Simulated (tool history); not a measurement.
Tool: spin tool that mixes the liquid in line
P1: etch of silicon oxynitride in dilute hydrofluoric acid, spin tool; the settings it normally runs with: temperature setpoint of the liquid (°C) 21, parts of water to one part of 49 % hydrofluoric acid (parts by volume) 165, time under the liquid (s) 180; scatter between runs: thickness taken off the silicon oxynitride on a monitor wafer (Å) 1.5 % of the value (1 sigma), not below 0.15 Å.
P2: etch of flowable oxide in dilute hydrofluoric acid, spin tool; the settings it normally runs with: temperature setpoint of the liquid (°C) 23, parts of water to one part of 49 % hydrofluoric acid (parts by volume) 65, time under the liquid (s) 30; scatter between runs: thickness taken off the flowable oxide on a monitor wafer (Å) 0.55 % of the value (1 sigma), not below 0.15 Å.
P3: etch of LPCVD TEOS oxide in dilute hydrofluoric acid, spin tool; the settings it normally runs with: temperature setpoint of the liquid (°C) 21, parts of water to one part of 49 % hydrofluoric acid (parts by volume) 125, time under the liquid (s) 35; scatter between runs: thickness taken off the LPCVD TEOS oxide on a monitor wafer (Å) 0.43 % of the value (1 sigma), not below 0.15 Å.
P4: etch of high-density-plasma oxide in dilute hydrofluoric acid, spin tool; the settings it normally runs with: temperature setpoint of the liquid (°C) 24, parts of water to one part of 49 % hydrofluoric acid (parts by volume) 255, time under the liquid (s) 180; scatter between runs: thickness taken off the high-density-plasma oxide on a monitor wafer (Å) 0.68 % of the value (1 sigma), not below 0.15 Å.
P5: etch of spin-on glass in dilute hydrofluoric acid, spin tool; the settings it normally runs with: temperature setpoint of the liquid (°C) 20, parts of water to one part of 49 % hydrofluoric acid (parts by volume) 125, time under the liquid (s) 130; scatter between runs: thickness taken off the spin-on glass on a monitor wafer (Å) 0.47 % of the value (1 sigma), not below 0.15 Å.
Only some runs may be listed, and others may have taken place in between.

run,hour,process that ran,temperature setpoint of the liquid (°C),parts of water to one part of 49 % hydrofluoric acid (parts by volume),time under the liquid (s),hours since the thermometer was replaced,hours since the hydrofluoric acid flow meter was replaced,thickness taken off the silicon oxynitride on a monitor wafer (Å),thickness taken off the LPCVD TEOS oxide on a monitor wafer (Å),thickness taken off the high-density-plasma oxide on a monitor wafer (Å),thickness taken off the flowable oxide on a monitor wafer (Å),thickness taken off the spin-on glass on a monitor wafer (Å)
1,5.2,P1,21,165,180,916.3,1286.3,18.884,,,,
2,8.6,P3,21,125,15,919.7,1289.7,,48.415,,,
3,11.6,P4,24,45,180,922.7,1292.7,,,276.2,,
4,15.1,P4,24,255,300,926.2,1296.2,,,64.179,,
5,17.9,P3,21,125,35,929,1299,,113.36,,,
6,23,P2,23,65,30,934.1,1304.1,,,,131.87,
7,27.4,P1,21,235,180,938.5,1308.5,12.481,,,,
8,33,P5,20,125,45,944.1,1314.1,,,,,82.698
9,37.5,P2,23,65,45,948.6,1318.6,,,,195.2,
10,43.5,P5,20,125,130,954.6,1324.6,,,,,237.72
11,46.7,P5,20,60,130,957.8,1327.8,,,,,539.79
12,49.5,P3,27,125,35,960.6,1330.6,,143.06,,,
13,55,P4,24,255,180,966.1,1336.1,,,38.757,,
14,57.8,P3,21,220,35,968.9,1338.9,,57.767,,,
15,62.1,P1,21,165,15,973.2,1343.2,1.7464,,,,
16,68.3,P2,31,65,30,979.4,1349.4,,,,180.67,
17,71.6,P1,21,165,310,982.7,1352.7,32.316,,,,
18,76.8,P1,17,165,180,987.9,1357.9,15.547,,,,
19,80.6,P1,21,165,180,991.7,1361.7,19.28,,,,
20,85.2,P1,21,70,180,996.3,1366.3,48.404,,,,
# hour 86.8: hydrofluoric acid flow meter replaced
21,89,P1,28,165,180,1000.1,2.2,25.521,,,,
22,95.1,P5,26,125,130,1006.2,8.3,,,,,304.98
23,100.3,P2,23,35,30,1011.4,13.5,,,,254.46,
24,104.4,P5,20,125,130,1015.5,17.6,,,,,239.54
25,109.5,P1,21,285,275,1020.6,22.7,15.404,,,,
26,113.4,P1,21,165,180,1024.5,26.6,19.214,,,,
27,116.2,P4,18,255,180,1027.3,29.4,,,30.502,,
28,121.2,P3,21,125,35,1032.3,34.4,,112.6,,,
29,126.2,P1,21,165,180,1037.3,39.4,18.694,,,,
30,131.1,P1,21,165,180,1042.2,44.3,18.77,,,,
31,134.7,P1,21,165,180,1045.8,47.9,18.855,,,,
32,140.3,P1,21,165,180,1051.4,53.5,17.723,,,,
33,146.4,P1,21,165,180,1057.5,59.6,17.572,,,,
34,152,P1,21,165,180,1063.1,65.2,17.499,,,,
35,157.6,P1,21,165,180,1068.7,70.8,16.922,,,,
36,163.5,P1,21,165,180,1074.6,76.7,16.906,,,,

Something has made what P1 gives creep away from where it was; the 2 causes below, each at its own stated size, fit the log equally well:
A: hydrofluoric acid flow below the setpoint (%) = 9.72
B: liquid colder than its thermometer reads (K) = 2.42
The onset of the drift is placed at about hour 131.1.

Which of the 4 check runs listed below, each an average over 3 wafers with its results shown as question marks, gives clearly different results under the different listed causes?
check 1,169.4,P3,21,215,15,,,,?,,,
check 2,169.4,P2,23,40,30,,,,,,?,
check 3,169.4,P5,20,60,130,,,,,,,?
check 4,169.4,P4,18,75,180,,,,,?,,

How each check would come out, cause by cause:
check,result,if A,if B
check 1,thickness taken off the LPCVD TEOS oxide on a monitor wafer (Å),22.71,23.449
check 2,thickness taken off the flowable oxide on a monitor wafer (Å),199.01,200.18
check 3,thickness taken off the spin-on glass on a monitor wafer (Å),483.25,486.55
check 4,thickness taken off the high-density-plasma oxide on a monitor wafer (Å),111.95,112.76
Separation of the two closest causes in each check, using whichever result separates them best: check 1 3.2 %; check 2 0.58 %; check 3 0.68 %; check 4 0.73 %
Only check 1 tells the causes apart: in the others they would give nearly the same result.

Then check 1 was run and gave: thickness taken off the LPCVD TEOS oxide on a monitor wafer (Å) 22.724. Which cause is it?

It is A: hydrofluoric acid flow below the setpoint (%).

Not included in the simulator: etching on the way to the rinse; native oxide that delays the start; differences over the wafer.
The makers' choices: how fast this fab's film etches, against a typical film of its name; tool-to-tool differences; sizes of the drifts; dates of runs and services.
